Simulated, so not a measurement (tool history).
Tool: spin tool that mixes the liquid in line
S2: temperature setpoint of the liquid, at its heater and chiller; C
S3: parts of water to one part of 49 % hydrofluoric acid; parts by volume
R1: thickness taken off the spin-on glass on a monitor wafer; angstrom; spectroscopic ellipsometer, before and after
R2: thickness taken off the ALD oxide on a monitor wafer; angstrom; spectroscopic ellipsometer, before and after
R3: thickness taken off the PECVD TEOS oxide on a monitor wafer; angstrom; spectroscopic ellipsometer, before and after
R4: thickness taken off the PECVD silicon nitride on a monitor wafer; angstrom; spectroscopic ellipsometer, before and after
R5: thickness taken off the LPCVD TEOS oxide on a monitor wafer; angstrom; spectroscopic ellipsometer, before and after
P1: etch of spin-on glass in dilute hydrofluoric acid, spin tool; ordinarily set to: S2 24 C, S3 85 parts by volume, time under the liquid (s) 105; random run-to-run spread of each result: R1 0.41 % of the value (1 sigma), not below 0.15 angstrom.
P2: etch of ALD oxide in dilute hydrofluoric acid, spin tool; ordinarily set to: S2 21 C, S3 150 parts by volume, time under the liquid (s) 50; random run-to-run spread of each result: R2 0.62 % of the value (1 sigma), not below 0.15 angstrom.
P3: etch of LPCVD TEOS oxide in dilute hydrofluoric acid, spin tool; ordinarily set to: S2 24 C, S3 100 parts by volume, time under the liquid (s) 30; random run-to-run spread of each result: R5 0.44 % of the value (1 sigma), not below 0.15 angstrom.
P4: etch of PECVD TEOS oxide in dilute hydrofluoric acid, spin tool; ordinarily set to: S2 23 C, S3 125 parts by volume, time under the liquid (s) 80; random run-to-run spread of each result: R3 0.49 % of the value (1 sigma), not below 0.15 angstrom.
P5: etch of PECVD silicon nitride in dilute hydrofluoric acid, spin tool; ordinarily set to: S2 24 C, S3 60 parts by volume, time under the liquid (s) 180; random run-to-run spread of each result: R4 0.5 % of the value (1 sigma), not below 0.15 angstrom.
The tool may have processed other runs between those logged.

run 1 hour=16.4 | process_that_ran=P1 S2=24 S3=85 time_under_the_liquid_(s)=105 | R1=458.8
run 2 hour=33.3 | process_that_ran=P2 S2=21 S3=150 time_under_the_liquid_(s)=95 | R2=78.553
run 3 hour=50.9 | process_that_ran=P2 S2=21 S3=55 time_under_the_liquid_(s)=50 | R2=126.75
-- hour=59 thermometer replaced
run 4 hour=63.8 | process_that_ran=P4 S2=28.5 S3=125 time_under_the_liquid_(s)=80 | R3=62.779
run 5 hour=80 | process_that_ran=P1 S2=24 S3=85 time_under_the_liquid_(s)=165 | R1=715.61
run 6 hour=92.5 | process_that_ran=P4 S2=23 S3=125 time_under_the_liquid_(s)=145 | R3=92.186
run 7 hour=100.8 | process_that_ran=P5 S2=24 S3=20 time_under_the_liquid_(s)=180 | R4=316.64
run 8 hour=115.8 | process_that_ran=P1 S2=29 S3=85 time_under_the_liquid_(s)=105 | R1=555.37
run 9 hour=132.9 | process_that_ran=P2 S2=17 S3=150 time_under_the_liquid_(s)=50 | R2=34.991
run 10 hour=145.1 | process_that_ran=P1 S2=24 S3=85 time_under_the_liquid_(s)=50 | R1=217.63
run 11 hour=156.4 | process_that_ran=P1 S2=17 S3=35 time_under_the_liquid_(s)=105 | R1=877.53
run 12 hour=168.1 | process_that_ran=P1 S2=24 S3=85 time_under_the_liquid_(s)=105 | R1=455.73
run 13 hour=184.8 | process_that_ran=P1 S2=24 S3=85 time_under_the_liquid_(s)=105 | R1=452.42
run 14 hour=194.1 | process_that_ran=P3 S2=24 S3=100 time_under_the_liquid_(s)=55 | R5=126.56
run 15 hour=204.2 | process_that_ran=P1 S2=24 S3=85 time_under_the_liquid_(s)=105 | R1=457.29
run 16 hour=216.3 | process_that_ran=P1 S2=19.5 S3=85 time_under_the_liquid_(s)=105 | R1=381.43
run 17 hour=226.5 | process_that_ran=P1 S2=24 S3=85 time_under_the_liquid_(s)=105 | R1=455.72
run 18 hour=244.2 | process_that_ran=P3 S2=24 S3=150 time_under_the_liquid_(s)=30 | R5=43.456
run 19 hour=262 | process_that_ran=P1 S2=18 S3=125 time_under_the_liquid_(s)=105 | R1=233.6
run 20 hour=276.5 | process_that_ran=P4 S2=23 S3=180 time_under_the_liquid_(s)=80 | R3=32.645
run 21 hour=284.7 | process_that_ran=P3 S2=24 S3=100 time_under_the_liquid_(s)=30 | R5=68.857
run 22 hour=297.1 | process_that_ran=P4 S2=23 S3=125 time_under_the_liquid_(s)=80 | R3=50.173
run 23 hour=313.6 | process_that_ran=P2 S2=21 S3=150 time_under_the_liquid_(s)=50 | R2=41.375
run 24 hour=329.7 | process_that_ran=P5 S2=31.5 S3=60 time_under_the_liquid_(s)=180 | R4=177.18
run 25 hour=344.1 | process_that_ran=P1 S2=24 S3=55 time_under_the_liquid_(s)=105 | R1=733.12
run 26 hour=355.2 | process_that_ran=P5 S2=24 S3=60 time_under_the_liquid_(s)=85 | R4=51.545
run 27 hour=371 | process_that_ran=P5 S2=24 S3=60 time_under_the_liquid_(s)=180 | R4=109.03
run 28 hour=385.9 | process_that_ran=P1 S2=28.5 S3=35 time_under_the_liquid_(s)=105 | R1=1432.4
run 29 hour=399.9 | process_that_ran=P2 S2=21 S3=150 time_under_the_liquid_(s)=50 | R2=41.478
run 30 hour=415.7 | process_that_ran=P1 S2=24 S3=125 time_under_the_liquid_(s)=105 | R1=297
run 31 hour=428.6 | process_that_ran=P4 S2=23 S3=125 time_under_the_liquid_(s)=80 | R3=50.574
run 32 hour=445.6 | process_that_ran=P3 S2=24 S3=100 time_under_the_liquid_(s)=30 | R5=69.147
run 33 hour=462.8 | process_that_ran=P3 S2=31 S3=100 time_under_the_liquid_(s)=30 | R5=90.016
run 34 hour=480.2 | process_that_ran=P1 S2=24 S3=85 time_under_the_liquid_(s)=105 | R1=458.3
run 35 hour=490.6 | process_that_ran=P1 S2=24 S3=85 time_under_the_liquid_(s)=105 | R1=447.25
run 36 hour=507.6 | process_that_ran=P1 S2=24 S3=85 time_under_the_liquid_(s)=105 | R1=433.66
run 37 hour=520.2 | process_that_ran=P1 S2=24 S3=85 time_under_the_liquid_(s)=105 | R1=429.96
run 38 hour=536.7 | process_that_ran=P1 S2=24 S3=85 time_under_the_liquid_(s)=105 | R1=427.4
run 39 hour=545.3 | process_that_ran=P1 S2=24 S3=85 time_under_the_liquid_(s)=105 | R1=424.92
run 40 hour=559 | process_that_ran=P1 S2=24 S3=85 time_under_the_liquid_(s)=105 | R1=421.8
run 41 hour=572.7 | process_that_ran=P1 S2=24 S3=85 time_under_the_liquid_(s)=105 | R1=421.34
run 42 hour=589.4 | process_that_ran=P1 S2=24 S3=85 time_under_the_liquid_(s)=105 | R1=421.91
run 43 hour=602.5 | process_that_ran=P1 S2=24 S3=85 time_under_the_liquid_(s)=105 | R1=419.76
run 44 hour=612 | process_that_ran=P1 S2=24 S3=85 time_under_the_liquid_(s)=105 | R1=421.56
run 45 hour=629.9 | process_that_ran=P1 S2=24 S3=85 time_under_the_liquid_(s)=105 | R1=417.61

What P1 gives has crept away from where it was. These 2 causes fit the log equally well, each at the size given:
A: hydrofluoric acid flow below the setpoint (%) = 7.41
B: liquid colder than its thermometer reads (K) = 2.12
The drift started at roughly hour 480.2.

Consider the 4 single-wafer check runs listed below, results given as question marks: which one distinguishes between the causes by giving clearly different results for each?
run check 1 hour=647.8 | process_that_ran=P5 S2=24 S3=60 time_under_the_liquid_(s)=180 | R4=?
run check 2 hour=647.8 | process_that_ran=P3 S2=24 S3=100 time_under_the_liquid_(s)=30 | R5=?
run check 3 hour=647.8 | process_that_ran=P4 S2=23 S3=125 time_under_the_liquid_(s)=80 | R3=?
run check 4 hour=647.8 | process_that_ran=P2 S2=21 S3=150 time_under_the_liquid_(s)=50 | R2=?

Expected result of each check under each candidate cause:
check=check_1 result=R4 if_A=101.35 if_B=94.698
check=check_2 result=R5 if_A=63.22 if_B=63.342
check=check_3 result=R3 if_A=46.162 if_B=46.361
check=check_4 result=R2 if_A=37.972 if_B=38.171
Minimum pairwise separation of causes per check, each pair taken at its best-separating result: check 1 6.78 %; check 2 0.19 %; check 3 0.43 %; check 4 0.52 %
Of the check runs offered, only check 1 discriminates between the causes; the rest would read about the same regardless of which cause applies.

Then check 1 was run and gave: R4 94.506 angstrom. Which cause is it?

B is the cause: liquid colder than its thermometer reads (K).
